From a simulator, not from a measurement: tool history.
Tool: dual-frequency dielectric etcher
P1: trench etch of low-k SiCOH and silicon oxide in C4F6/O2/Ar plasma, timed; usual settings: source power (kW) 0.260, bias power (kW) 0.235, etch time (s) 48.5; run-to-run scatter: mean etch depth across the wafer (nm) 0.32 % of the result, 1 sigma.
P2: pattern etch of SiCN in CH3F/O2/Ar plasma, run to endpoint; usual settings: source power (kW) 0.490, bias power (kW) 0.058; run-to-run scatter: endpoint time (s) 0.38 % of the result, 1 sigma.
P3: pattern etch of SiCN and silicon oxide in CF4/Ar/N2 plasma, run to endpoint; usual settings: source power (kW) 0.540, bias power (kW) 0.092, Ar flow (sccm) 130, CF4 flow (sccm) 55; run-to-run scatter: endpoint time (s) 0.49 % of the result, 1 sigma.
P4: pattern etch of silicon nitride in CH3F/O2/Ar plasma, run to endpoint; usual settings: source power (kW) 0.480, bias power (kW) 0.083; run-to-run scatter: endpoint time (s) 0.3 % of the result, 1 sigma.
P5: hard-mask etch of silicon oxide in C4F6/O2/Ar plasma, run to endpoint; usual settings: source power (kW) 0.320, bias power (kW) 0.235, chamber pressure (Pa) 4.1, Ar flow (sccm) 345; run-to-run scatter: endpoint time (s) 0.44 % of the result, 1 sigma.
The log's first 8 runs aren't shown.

run   hour  process that ran  source power (kW)  bias power (kW)  etch time (s)  chamber pressure (Pa)  Ar flow (sccm)  CF4 flow (sccm)  mean etch depth across the wafer (nm)  endpoint time (s)
  9   54.5                P3              0.540            0.092                                                   168               55                                                    11.031
 10   60.0                P3              0.540            0.057                                                   130               55                                                    12.527
 11   69.8                P5              0.320            0.235                                   5.5             345                                                                     99.630
 12   79.4                P1              0.200            0.235           48.5                                                                                        133.240
 13   84.3                P1              0.260            0.235           48.5                                                                                        148.780
 14   90.1                P4              0.480            0.083                                                                                                                           50.439
 15   97.8                P2              0.490            0.058                                                                                                                           24.181
 16  105.9                P2              0.350            0.058                                                                                                                           27.454
 17  111.6                P4              0.480            0.117                                                                                                                           44.330
 18  117.9                P5              0.320            0.235                                   4.1             230                                                                     92.720
 19  123.4                P1              0.260            0.235           48.5                                                                                        148.240
 20  128.4                P1              0.180            0.235           26.5                                                                                         70.177
 21  132.7                P1              0.260            0.183           48.5                                                                                        136.550
 22  141.0                P1              0.260            0.235           48.5                                                                                        147.990
 23  148.5                P1              0.260            0.235           48.5                                                                                        148.150
 24  155.0                P4              0.660            0.083                                                                                                                           44.691

The next listed run, before its measurement:
 25  159.5                P3              0.420            0.092                                                   130               55                                                         ?

endpoint time (s): 13.169

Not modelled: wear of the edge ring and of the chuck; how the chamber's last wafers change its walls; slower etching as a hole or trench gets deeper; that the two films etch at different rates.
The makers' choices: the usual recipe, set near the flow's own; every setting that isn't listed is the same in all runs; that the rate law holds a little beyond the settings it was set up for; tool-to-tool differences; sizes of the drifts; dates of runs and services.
